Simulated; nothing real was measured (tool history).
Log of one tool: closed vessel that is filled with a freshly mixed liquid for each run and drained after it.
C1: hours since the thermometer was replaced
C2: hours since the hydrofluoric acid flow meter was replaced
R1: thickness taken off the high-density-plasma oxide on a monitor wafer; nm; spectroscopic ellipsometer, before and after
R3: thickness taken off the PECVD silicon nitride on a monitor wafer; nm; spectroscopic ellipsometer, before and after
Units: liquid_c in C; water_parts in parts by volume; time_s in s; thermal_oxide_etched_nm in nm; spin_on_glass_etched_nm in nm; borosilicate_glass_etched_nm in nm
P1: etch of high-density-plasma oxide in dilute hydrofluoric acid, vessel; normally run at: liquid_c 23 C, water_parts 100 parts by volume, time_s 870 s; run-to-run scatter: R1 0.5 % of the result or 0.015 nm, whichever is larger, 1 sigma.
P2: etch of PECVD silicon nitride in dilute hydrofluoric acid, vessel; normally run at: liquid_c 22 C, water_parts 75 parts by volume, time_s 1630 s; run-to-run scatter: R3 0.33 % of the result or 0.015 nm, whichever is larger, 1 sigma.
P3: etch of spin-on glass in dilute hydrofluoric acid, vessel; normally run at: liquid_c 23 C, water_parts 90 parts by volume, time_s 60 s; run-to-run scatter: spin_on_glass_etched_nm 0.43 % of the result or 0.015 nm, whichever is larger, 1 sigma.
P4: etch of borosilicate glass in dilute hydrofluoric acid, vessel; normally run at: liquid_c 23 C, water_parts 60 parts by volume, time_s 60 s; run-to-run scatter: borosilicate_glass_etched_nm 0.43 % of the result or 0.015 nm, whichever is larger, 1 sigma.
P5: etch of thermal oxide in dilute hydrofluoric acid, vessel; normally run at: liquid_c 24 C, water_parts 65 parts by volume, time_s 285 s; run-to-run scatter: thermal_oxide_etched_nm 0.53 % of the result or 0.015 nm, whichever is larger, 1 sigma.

{"run": 1, "hour": 7.9, "process": "P1", "liquid_c": 23, "water_parts": 100, "time_s": 870, "C1": 1789.6, "C2": 1572.4, "R1": 55.765}
{"run": 2, "hour": 16.3, "process": "P5", "liquid_c": 24, "water_parts": 65, "time_s": 285, "C1": 1798, "C2": 1580.8, "thermal_oxide_etched_nm": 21.139}
{"run": 3, "hour": 23.7, "process": "P2", "liquid_c": 22, "water_parts": 75, "time_s": 1630, "C1": 1805.4, "C2": 1588.2, "R3": 58.453}
{"run": 4, "hour": 29.8, "process": "P1", "liquid_c": 29, "water_parts": 140, "time_s": 870, "C1": 1811.5, "C2": 1594.3, "R1": 48.014}
{"run": 5, "hour": 36.3, "process": "P2", "liquid_c": 22, "water_parts": 140, "time_s": 1630, "C1": 1818, "C2": 1600.8, "R3": 31.55}
{"run": 6, "hour": 42.2, "process": "P1", "liquid_c": 23, "water_parts": 145, "time_s": 870, "C1": 1823.9, "C2": 1606.7, "R1": 36.646}
{"run": 7, "hour": 51.2, "process": "P3", "liquid_c": 23, "water_parts": 90, "time_s": 100, "C1": 1832.9, "C2": 1615.7, "spin_on_glass_etched_nm": 44.751}
{"run": 8, "hour": 59.3, "process": "P1", "liquid_c": 23, "water_parts": 100, "time_s": 870, "C1": 1841, "C2": 1623.8, "R1": 55.976}
{"run": 9, "hour": 70.7, "process": "P1", "liquid_c": 23, "water_parts": 50, "time_s": 240, "C1": 1852.4, "C2": 1635.2, "R1": 32.901}
{"run": 10, "hour": 76.9, "process": "P1", "liquid_c": 23, "water_parts": 100, "time_s": 870, "C1": 1858.6, "C2": 1641.4, "R1": 55.376}
{"run": 11, "hour": 86.0, "process": "P4", "liquid_c": 23, "water_parts": 60, "time_s": 30, "C1": 1867.7, "C2": 1650.5, "borosilicate_glass_etched_nm": 16.583}
{"run": 12, "hour": 95.3, "process": "P2", "liquid_c": 17, "water_parts": 75, "time_s": 1630, "C1": 1877, "C2": 1659.8, "R3": 41.669}
{"run": 13, "hour": 100.6, "process": "P1", "liquid_c": 28.5, "water_parts": 100, "time_s": 870, "C1": 1882.3, "C2": 1665.1, "R1": 69.058}
{"run": 14, "hour": 106.2, "process": "P1", "liquid_c": 23, "water_parts": 100, "time_s": 305, "C1": 1887.9, "C2": 1670.7, "R1": 19.71}
{"run": 15, "hour": 113.9, "process": "P1", "liquid_c": 23, "water_parts": 100, "time_s": 1495, "C1": 1895.6, "C2": 1678.4, "R1": 96.676}
{"run": 16, "hour": 121.2, "process": "P5", "liquid_c": 17, "water_parts": 65, "time_s": 285, "C1": 1902.9, "C2": 1685.7, "thermal_oxide_etched_nm": 16.059}
{"run": 17, "hour": 128.9, "process": "P3", "liquid_c": 18, "water_parts": 90, "time_s": 60, "C1": 1910.6, "C2": 1693.4, "spin_on_glass_etched_nm": 21.933}
{"run": 18, "hour": 137.3, "process": "P1", "liquid_c": 23, "water_parts": 100, "time_s": 870, "C1": 1919, "C2": 1701.8, "R1": 55.747}
{"run": 19, "hour": 146.6, "process": "P4", "liquid_c": 23, "water_parts": 25, "time_s": 60, "C1": 1928.3, "C2": 1711.1, "borosilicate_glass_etched_nm": 83.74}
{"run": 20, "hour": 155.3, "process": "P4", "liquid_c": 30.5, "water_parts": 60, "time_s": 60, "C1": 1937, "C2": 1719.8, "borosilicate_glass_etched_nm": 45.156}

The next listed run, before its measurement:
{"run": 21, "hour": 162.8, "process": "P5", "liquid_c": 24, "water_parts": 95, "time_s": 285, "C1": 1944.5, "C2": 1727.3, "thermal_oxide_etched_nm": "?"}

thermal_oxide_etched_nm: 14.144 nm
